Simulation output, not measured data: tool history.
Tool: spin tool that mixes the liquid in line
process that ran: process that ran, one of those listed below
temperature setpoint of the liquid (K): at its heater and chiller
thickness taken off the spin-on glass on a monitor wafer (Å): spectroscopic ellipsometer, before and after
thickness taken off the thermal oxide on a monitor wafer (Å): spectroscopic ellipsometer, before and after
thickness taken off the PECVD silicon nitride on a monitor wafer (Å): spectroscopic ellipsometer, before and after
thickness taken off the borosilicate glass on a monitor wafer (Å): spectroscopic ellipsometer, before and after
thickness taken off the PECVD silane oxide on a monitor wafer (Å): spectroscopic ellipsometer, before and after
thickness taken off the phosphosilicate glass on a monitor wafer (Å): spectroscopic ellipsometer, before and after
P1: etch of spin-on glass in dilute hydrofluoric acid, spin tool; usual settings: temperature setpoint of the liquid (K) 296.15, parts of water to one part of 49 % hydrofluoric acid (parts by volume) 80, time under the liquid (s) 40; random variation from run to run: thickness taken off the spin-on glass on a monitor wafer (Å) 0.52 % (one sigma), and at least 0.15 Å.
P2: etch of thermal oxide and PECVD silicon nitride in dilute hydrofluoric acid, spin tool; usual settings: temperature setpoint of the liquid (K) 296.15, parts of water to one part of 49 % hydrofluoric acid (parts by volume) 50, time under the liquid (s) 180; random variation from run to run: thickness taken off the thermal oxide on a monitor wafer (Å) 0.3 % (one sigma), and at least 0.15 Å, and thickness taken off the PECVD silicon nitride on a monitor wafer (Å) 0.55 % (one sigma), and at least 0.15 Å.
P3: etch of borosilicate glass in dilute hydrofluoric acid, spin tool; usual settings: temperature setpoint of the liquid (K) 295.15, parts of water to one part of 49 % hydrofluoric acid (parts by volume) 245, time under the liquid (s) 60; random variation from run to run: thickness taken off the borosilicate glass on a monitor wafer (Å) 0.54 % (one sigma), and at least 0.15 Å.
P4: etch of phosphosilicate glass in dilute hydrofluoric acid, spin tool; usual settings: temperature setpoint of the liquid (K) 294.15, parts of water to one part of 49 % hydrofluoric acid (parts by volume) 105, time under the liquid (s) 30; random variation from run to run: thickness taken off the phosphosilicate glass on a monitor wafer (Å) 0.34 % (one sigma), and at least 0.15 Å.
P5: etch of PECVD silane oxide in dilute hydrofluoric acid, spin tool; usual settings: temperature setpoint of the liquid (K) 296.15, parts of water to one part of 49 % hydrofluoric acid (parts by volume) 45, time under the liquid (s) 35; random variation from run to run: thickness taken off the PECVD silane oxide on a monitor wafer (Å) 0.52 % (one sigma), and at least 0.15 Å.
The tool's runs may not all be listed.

| run | day | process that ran | temperature setpoint of the liquid (K) | parts of water to one part of 49 % hydrofluoric acid (parts by volume) | time under the liquid (s) | thickness taken off the spin-on glass on a monitor wafer (Å) | thickness taken off the thermal oxide on a monitor wafer (Å) | thickness taken off the PECVD silicon nitride on a monitor wafer (Å) | thickness taken off the borosilicate glass on a monitor wafer (Å) | thickness taken off the PECVD silane oxide on a monitor wafer (Å) | thickness taken off the phosphosilicate glass on a monitor wafer (Å) |
|---|---|---|---|---|---|---|---|---|---|---|---|
| 1 | 0.342 | P1 | 296.15 | 80 | 40 | 119.420 |  |  |  |  |  |
| 2 | 0.596 | P2 | 296.15 | 50 | 180 |  | 171.590 | 117.3700 |  |  |  |
| 3 | 0.962 | P3 | 295.15 | 245 | 60 |  |  |  | 66.861 |  |  |
| 4 | 1.288 | P1 | 290.15 | 80 | 40 | 93.228 |  |  |  |  |  |
| 5 | 1.542 | P5 | 296.15 | 65 | 35 |  |  |  |  | 204.80 |  |
| 6 | 1.833 | P1 | 296.15 | 80 | 75 | 225.500 |  |  |  |  |  |
| 7 | 2.212 | P2 | 296.15 | 30 | 180 |  | 294.010 | 193.5300 |  |  |  |
| 8 | 2.604 | P1 | 296.15 | 110 | 40 | 83.810 |  |  |  |  |  |
| 9 | 2.917 | P4 | 294.15 | 105 | 15 |  |  |  |  |  | 136.54 |
| 10 | 3.254 | P4 | 294.15 | 45 | 30 |  |  |  |  |  | 683.54 |
| 11 | 3.521 | P3 | 295.15 | 375 | 60 |  |  |  | 38.534 |  |  |
| 12 | 3.892 | P4 | 290.15 | 105 | 30 |  |  |  |  |  | 231.78 |
| 13 | 4.083 | P1 | 290.65 | 80 | 70 | 166.570 |  |  |  |  |  |
| 14 | 4.454 | P1 | 296.15 | 80 | 15 | 45.360 |  |  |  |  |  |
| 15 | 4.838 | P1 | 296.15 | 80 | 40 | 120.440 |  |  |  |  |  |
| 16 | 5.208 | P5 | 291.65 | 45 | 35 |  |  |  |  | 250.20 |  |
| 17 | 5.583 | P4 | 294.15 | 105 | 30 |  |  |  |  |  | 274.14 |
| 18 | 5.762 | P3 | 301.65 | 245 | 60 |  |  |  | 84.155 |  |  |
| 19 | 6.025 | P1 | 296.15 | 80 | 40 | 120.510 |  |  |  |  |  |
| 20 | 6.396 | P1 | 296.15 | 80 | 40 | 118.590 |  |  |  |  |  |
| 21 | 6.750 | P3 | 295.15 | 245 | 95 |  |  |  | 105.620 |  |  |
| 22 | 6.925 | P1 | 296.15 | 80 | 40 | 119.890 |  |  |  |  |  |
| 23 | 7.262 | P5 | 296.15 | 45 | 35 |  |  |  |  | 302.48 |  |
| 24 | 7.438 | P2 | 296.15 | 50 | 15 |  | 14.505 | 9.5455 |  |  |  |
| 25 | 7.679 | P5 | 296.15 | 45 | 55 |  |  |  |  | 473.50 |  |

Run 26 comes next. What will it give?
| 26 | 7.875 | P1 | 304.15 | 80 | 40 | ? |  |  |  |  |  |

Run 26 gave thickness taken off the spin-on glass on a monitor wafer (Å) 162.810.

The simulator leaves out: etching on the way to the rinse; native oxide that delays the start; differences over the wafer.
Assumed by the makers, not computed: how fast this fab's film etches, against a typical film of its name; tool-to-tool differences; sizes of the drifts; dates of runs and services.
